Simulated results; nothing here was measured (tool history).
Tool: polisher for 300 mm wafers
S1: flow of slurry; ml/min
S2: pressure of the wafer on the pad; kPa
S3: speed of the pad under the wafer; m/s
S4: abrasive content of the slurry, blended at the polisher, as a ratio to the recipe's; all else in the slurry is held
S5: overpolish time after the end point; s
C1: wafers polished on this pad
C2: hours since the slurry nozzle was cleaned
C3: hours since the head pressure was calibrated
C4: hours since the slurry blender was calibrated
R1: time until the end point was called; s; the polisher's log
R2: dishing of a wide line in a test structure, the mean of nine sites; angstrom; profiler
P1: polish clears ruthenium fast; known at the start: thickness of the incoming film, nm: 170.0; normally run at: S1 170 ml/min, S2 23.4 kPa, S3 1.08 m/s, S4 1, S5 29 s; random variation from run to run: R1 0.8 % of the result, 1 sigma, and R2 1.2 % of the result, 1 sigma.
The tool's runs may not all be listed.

Run 1, hour 6.6: S1 170 ml/min, S2 23.4 kPa, S3 1.08 m/s, S4 1, S5 29 s; C1 759; C2 237.6; C3 281; C4 83.8. Result: R1 34.735 s, R2 823.67 angstrom.
Run 2, hour 16: S1 170 ml/min, S2 23.4 kPa, S3 1.08 m/s, S4 1.45, S5 29 s; C1 869; C2 247; C3 290.4; C4 93.2. Result: R1 29.398 s, R2 870 angstrom.
Run 3, hour 26: S1 120 ml/min, S2 23.4 kPa, S3 1.08 m/s, S4 0.8, S5 29 s; C1 987; C2 257; C3 300.4; C4 103.2. Result: R1 40.541 s, R2 719.23 angstrom.
Run 4, hour 30.6: S1 170 ml/min, S2 23.4 kPa, S3 1.08 m/s, S4 1, S5 29 s; C1 1041; C2 261.6; C3 305; C4 107.8. Result: R1 34.471 s, R2 794.78 angstrom.
Run 5, hour 40: S1 170 ml/min, S2 34.5 kPa, S3 1.08 m/s, S4 1, S5 29 s; C1 1151; C2 271; C3 314.4; C4 117.2. Result: R1 23.439 s, R2 993.78 angstrom.
Run 6, hour 48.1: S1 260 ml/min, S2 23.4 kPa, S3 1.08 m/s, S4 1, S5 29 s; C1 1246; C2 279.1; C3 322.5; C4 125.3. Result: R1 32.874 s, R2 835.36 angstrom.
Run 7, hour 54.7: S1 170 ml/min, S2 23.4 kPa, S3 1.7 m/s, S4 1, S5 29 s; C1 1324; C2 285.7; C3 329.1; C4 131.9. Result: R1 21.872 s, R2 1019.5 angstrom.
Run 8, hour 60.9: S1 100 ml/min, S2 23.4 kPa, S3 1.08 m/s, S4 1, S5 29 s; C1 1396; C2 291.9; C3 335.3; C4 138.1. Result: R1 37.901 s, R2 756.32 angstrom.
Run 9, hour 66.6: S1 170 ml/min, S2 23.4 kPa, S3 0.76 m/s, S4 1, S5 29 s; C1 1463; C2 297.6; C3 341; C4 143.8. Result: R1 48.79 s, R2 647.12 angstrom.
Run 10, hour 73.4: S1 170 ml/min, S2 23.4 kPa, S3 1.08 m/s, S4 1, S5 48 s; C1 1543; C2 304.4; C3 347.8; C4 150.6. Result: R1 34.375 s, R2 1038.1 angstrom.
Run 11, hour 80.5: S1 170 ml/min, S2 23.4 kPa, S3 1.08 m/s, S4 0.5, S5 29 s; C1 1626; C2 311.5; C3 354.9; C4 157.7. Result: R1 49.403 s, R2 628.81 angstrom.
Run 12, hour 89.6: S1 170 ml/min, S2 15.2 kPa, S3 1.08 m/s, S4 1, S5 29 s; C1 1733; C2 320.6; C3 364; C4 166.8. Result: R1 52.981 s, R2 608.13 angstrom.
Run 13, hour 94.6: S1 170 ml/min, S2 23.4 kPa, S3 1.08 m/s, S4 1, S5 9 s; C1 1792; C2 325.6; C3 369; C4 171.8. Result: R1 34.598 s, R2 337.28 angstrom.
At hour 99.4: slurry nozzle cleaned.
Run 14, hour 99.4: S1 170 ml/min, S2 12.4 kPa, S3 0.64 m/s, S4 1, S5 29 s; C1 1848; C2 0; C3 373.8; C4 176.6. Result: R1 110.35 s, R2 339.8 angstrom.
Run 15, hour 107.3: S1 170 ml/min, S2 23.4 kPa, S3 1.08 m/s, S4 1, S5 29 s; C1 1941; C2 7.9; C3 381.7; C4 184.5. Result: R1 34.417 s, R2 808.8 angstrom.
Run 16, hour 113: S1 170 ml/min, S2 23.4 kPa, S3 1.08 m/s, S4 0.55, S5 40 s; C1 2008; C2 13.6; C3 387.4; C4 190.2. Result: R1 47.188 s, R2 803.47 angstrom.
Run 17, hour 119.9: S1 170 ml/min, S2 23.4 kPa, S3 1.08 m/s, S4 1, S5 29 s; C1 2089; C2 20.5; C3 394.3; C4 197.1. Result: R1 34.375 s, R2 806.35 angstrom.
Run 18, hour 128: S1 170 ml/min, S2 23.4 kPa, S3 1.08 m/s, S4 1, S5 29 s; C1 2184; C2 28.6; C3 402.4; C4 205.2. Result: R1 34.813 s, R2 815.36 angstrom.
Run 19, hour 134.1: S1 170 ml/min, S2 23.4 kPa, S3 1.08 m/s, S4 1, S5 29 s; C1 2256; C2 34.7; C3 408.5; C4 211.3. Result: R1 35.3 s, R2 794.99 angstrom.
Run 20, hour 138.7: S1 170 ml/min, S2 23.4 kPa, S3 1.08 m/s, S4 1, S5 29 s; C1 2310; C2 39.3; C3 413.1; C4 215.9. Result: R1 35.526 s, R2 792.45 angstrom.
Run 21, hour 145.5: S1 170 ml/min, S2 23.4 kPa, S3 1.08 m/s, S4 1, S5 29 s; C1 2389; C2 46.1; C3 419.9; C4 222.7. Result: R1 35.956 s, R2 784.03 angstrom.
Run 22, hour 154.6: S1 170 ml/min, S2 23.4 kPa, S3 1.08 m/s, S4 1, S5 29 s; C1 2496; C2 55.2; C3 429; C4 231.8. Result: R1 36.574 s, R2 783.18 angstrom.
Run 23, hour 161.9: S1 170 ml/min, S2 23.4 kPa, S3 1.08 m/s, S4 1, S5 29 s; C1 2582; C2 62.5; C3 436.3; C4 239.1. Result: R1 36.806 s, R2 772.06 angstrom.

Run 24 comes next. What will it give?
Run 24, hour 171.6: S1 170 ml/min, S2 23.4 kPa, S3 1.08 m/s, S4 1, S5 29 s; C1 2696; C2 72.2; C3 446; C4 248.8. Result: R1 ?, R2 ?.

Run 24 gave R1 37.501 s, R2 789.14 angstrom.
